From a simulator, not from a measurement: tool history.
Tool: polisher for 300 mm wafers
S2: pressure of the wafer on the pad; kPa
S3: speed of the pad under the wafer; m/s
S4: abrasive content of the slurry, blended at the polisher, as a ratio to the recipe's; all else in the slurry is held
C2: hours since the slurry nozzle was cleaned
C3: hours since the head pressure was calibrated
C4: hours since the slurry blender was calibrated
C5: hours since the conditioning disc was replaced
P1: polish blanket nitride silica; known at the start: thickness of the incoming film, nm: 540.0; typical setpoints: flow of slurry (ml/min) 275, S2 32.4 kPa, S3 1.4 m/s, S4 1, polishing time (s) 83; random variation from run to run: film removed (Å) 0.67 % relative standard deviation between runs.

{"run": 1, "day": 0.129, "flow of slurry (ml/min)": 275, "S2": 32.4, "S3": 1.4, "S4": 1, "polishing time (s)": 83, "wafers polished on this pad": 411, "C2": 218.5, "C3": 105, "C4": 86.4, "C5": 78.7, "film removed (Å)": 797.52}
{"run": 2, "day": 0.271, "flow of slurry (ml/min)": 165, "S2": 32.4, "S3": 1.4, "S4": 1, "polishing time (s)": 83, "wafers polished on this pad": 434, "C2": 221.9, "C3": 108.4, "C4": 89.8, "C5": 82.1, "film removed (Å)": 744.34}
{"run": 3, "day": 0.358, "flow of slurry (ml/min)": 275, "S2": 32.4, "S3": 1.4, "S4": 0.55, "polishing time (s)": 83, "wafers polished on this pad": 449, "C2": 224, "C3": 110.5, "C4": 91.9, "C5": 84.2, "film removed (Å)": 587.53}
{"run": 4, "day": 0.488, "flow of slurry (ml/min)": 215, "S2": 20.7, "S3": 1.4, "S4": 1, "polishing time (s)": 83, "wafers polished on this pad": 471, "C2": 227.1, "C3": 113.6, "C4": 95, "C5": 87.3, "film removed (Å)": 501.04}
{"run": 5, "day": 0.583, "flow of slurry (ml/min)": 275, "S2": 32.4, "S3": 1.4, "S4": 1, "polishing time (s)": 111, "wafers polished on this pad": 487, "C2": 229.4, "C3": 115.9, "C4": 97.3, "C5": 89.6, "film removed (Å)": 1068.7}
{"run": 6, "day": 0.721, "flow of slurry (ml/min)": 275, "S2": 32.4, "S3": 1.4, "S4": 1, "polishing time (s)": 83, "wafers polished on this pad": 511, "C2": 232.7, "C3": 119.2, "C4": 100.6, "C5": 92.9, "film removed (Å)": 796.36}
{"run": 7, "day": 0.858, "flow of slurry (ml/min)": 350, "S2": 32.4, "S3": 1.4, "S4": 1, "polishing time (s)": 83, "wafers polished on this pad": 534, "C2": 236, "C3": 122.5, "C4": 103.9, "C5": 96.2, "film removed (Å)": 823.4}
{"run": 8, "day": 0.967, "flow of slurry (ml/min)": 275, "S2": 32.4, "S3": 1.4, "S4": 1, "polishing time (s)": 44, "wafers polished on this pad": 552, "C2": 238.6, "C3": 125.1, "C4": 106.5, "C5": 98.8, "film removed (Å)": 427.46}
{"run": 9, "day": 1.133, "flow of slurry (ml/min)": 275, "S2": 32.4, "S3": 1.4, "S4": 1.45, "polishing time (s)": 83, "wafers polished on this pad": 580, "C2": 242.6, "C3": 129.1, "C4": 110.5, "C5": 102.8, "film removed (Å)": 926.83}
{"run": 10, "day": 1.221, "flow of slurry (ml/min)": 275, "S2": 32.4, "S3": 1.4, "S4": 1, "polishing time (s)": 83, "wafers polished on this pad": 595, "C2": 244.7, "C3": 131.2, "C4": 112.6, "C5": 104.9, "film removed (Å)": 807.25}
{"run": 11, "day": 1.338, "flow of slurry (ml/min)": 275, "S2": 15.2, "S3": 1.4, "S4": 1, "polishing time (s)": 83, "wafers polished on this pad": 615, "C2": 247.5, "C3": 134, "C4": 115.4, "C5": 107.7, "film removed (Å)": 379.56}
{"run": 12, "day": 1.467, "flow of slurry (ml/min)": 275, "S2": 50.3, "S3": 1.4, "S4": 1, "polishing time (s)": 83, "wafers polished on this pad": 637, "C2": 250.6, "C3": 137.1, "C4": 118.5, "C5": 110.8, "film removed (Å)": 1236.1}
{"run": 13, "day": 1.562, "flow of slurry (ml/min)": 275, "S2": 32.4, "S3": 1.4, "S4": 1, "polishing time (s)": 83, "wafers polished on this pad": 653, "C2": 252.9, "C3": 139.4, "C4": 120.8, "C5": 113.1, "film removed (Å)": 813.79}
{"run": 14, "day": 1.733, "flow of slurry (ml/min)": 275, "S2": 32.4, "S3": 2.16, "S4": 1, "polishing time (s)": 83, "wafers polished on this pad": 682, "C2": 257, "C3": 143.5, "C4": 124.9, "C5": 117.2, "film removed (Å)": 1135.4}
{"run": 15, "day": 1.896, "flow of slurry (ml/min)": 275, "S2": 32.4, "S3": 1.4, "S4": 1, "polishing time (s)": 83, "wafers polished on this pad": 709, "C2": 260.9, "C3": 147.4, "C4": 128.8, "C5": 121.1, "film removed (Å)": 794.95}
{"run": 16, "day": 2.067, "flow of slurry (ml/min)": 275, "S2": 32.4, "S3": 0.7, "S4": 1, "polishing time (s)": 83, "wafers polished on this pad": 738, "C2": 265, "C3": 151.5, "C4": 132.9, "C5": 125.2, "film removed (Å)": 465.53}
{"run": 17, "day": 2.183, "flow of slurry (ml/min)": 275, "S2": 32.4, "S3": 1.4, "S4": 1, "polishing time (s)": 83, "wafers polished on this pad": 758, "C2": 267.8, "C3": 154.3, "C4": 135.7, "C5": 128, "film removed (Å)": 809.09}
{"run": 18, "day": 2.312, "flow of slurry (ml/min)": 275, "S2": 32.4, "S3": 1.4, "S4": 1, "polishing time (s)": 83, "wafers polished on this pad": 780, "C2": 270.9, "C3": 157.4, "C4": 138.8, "C5": 131.1, "film removed (Å)": 807.39}
{"run": 19, "day": 2.412, "flow of slurry (ml/min)": 275, "S2": 32.4, "S3": 1.4, "S4": 1, "polishing time (s)": 83, "wafers polished on this pad": 797, "C2": 273.3, "C3": 159.8, "C4": 141.2, "C5": 133.5, "film removed (Å)": 795.51}
{"run": 20, "day": 2.579, "flow of slurry (ml/min)": 275, "S2": 32.4, "S3": 1.4, "S4": 1, "polishing time (s)": 83, "wafers polished on this pad": 825, "C2": 277.3, "C3": 163.8, "C4": 145.2, "C5": 137.5, "film removed (Å)": 774.82}
{"run": 21, "day": 2.683, "flow of slurry (ml/min)": 275, "S2": 32.4, "S3": 1.4, "S4": 1, "polishing time (s)": 83, "wafers polished on this pad": 842, "C2": 279.8, "C3": 166.3, "C4": 147.7, "C5": 140, "film removed (Å)": 774.63}
{"run": 22, "day": 2.783, "flow of slurry (ml/min)": 275, "S2": 32.4, "S3": 1.4, "S4": 1, "polishing time (s)": 83, "wafers polished on this pad": 859, "C2": 282.2, "C3": 168.7, "C4": 150.1, "C5": 142.4, "film removed (Å)": 751.79}
{"day": 2.892, "done": "worn pad replaced by a new one"}
{"run": 23, "day": 2.933, "flow of slurry (ml/min)": 275, "S2": 32.4, "S3": 1.4, "S4": 1, "polishing time (s)": 83, "wafers polished on this pad": 7, "C2": 285.8, "C3": 172.3, "C4": 153.7, "C5": 146, "film removed (Å)": 751.1}
{"run": 24, "day": 3.025, "flow of slurry (ml/min)": 275, "S2": 32.4, "S3": 1.4, "S4": 1, "polishing time (s)": 83, "wafers polished on this pad": 22, "C2": 288, "C3": 174.5, "C4": 155.9, "C5": 148.2, "film removed (Å)": 747.21}
{"day": 3.046, "done": "conditioning disc replaced and pad reconditioned"}
{"run": 25, "day": 3.146, "flow of slurry (ml/min)": 275, "S2": 32.4, "S3": 1.4, "S4": 1, "polishing time (s)": 83, "wafers polished on this pad": 43, "C2": 290.9, "C3": 177.4, "C4": 158.8, "C5": 2.4, "film removed (Å)": 746.83}

What will run 26 give?
{"day": 3.183, "done": "slurry nozzle cleaned"}
{"run": 26, "day": 3.225, "flow of slurry (ml/min)": 275, "S2": 32.4, "S3": 1.4, "S4": 1, "polishing time (s)": 83, "wafers polished on this pad": 56, "C2": 1, "C3": 179.3, "C4": 160.7, "C5": 4.3, "film removed (Å)": "?"}

film removed (Å): 748.33
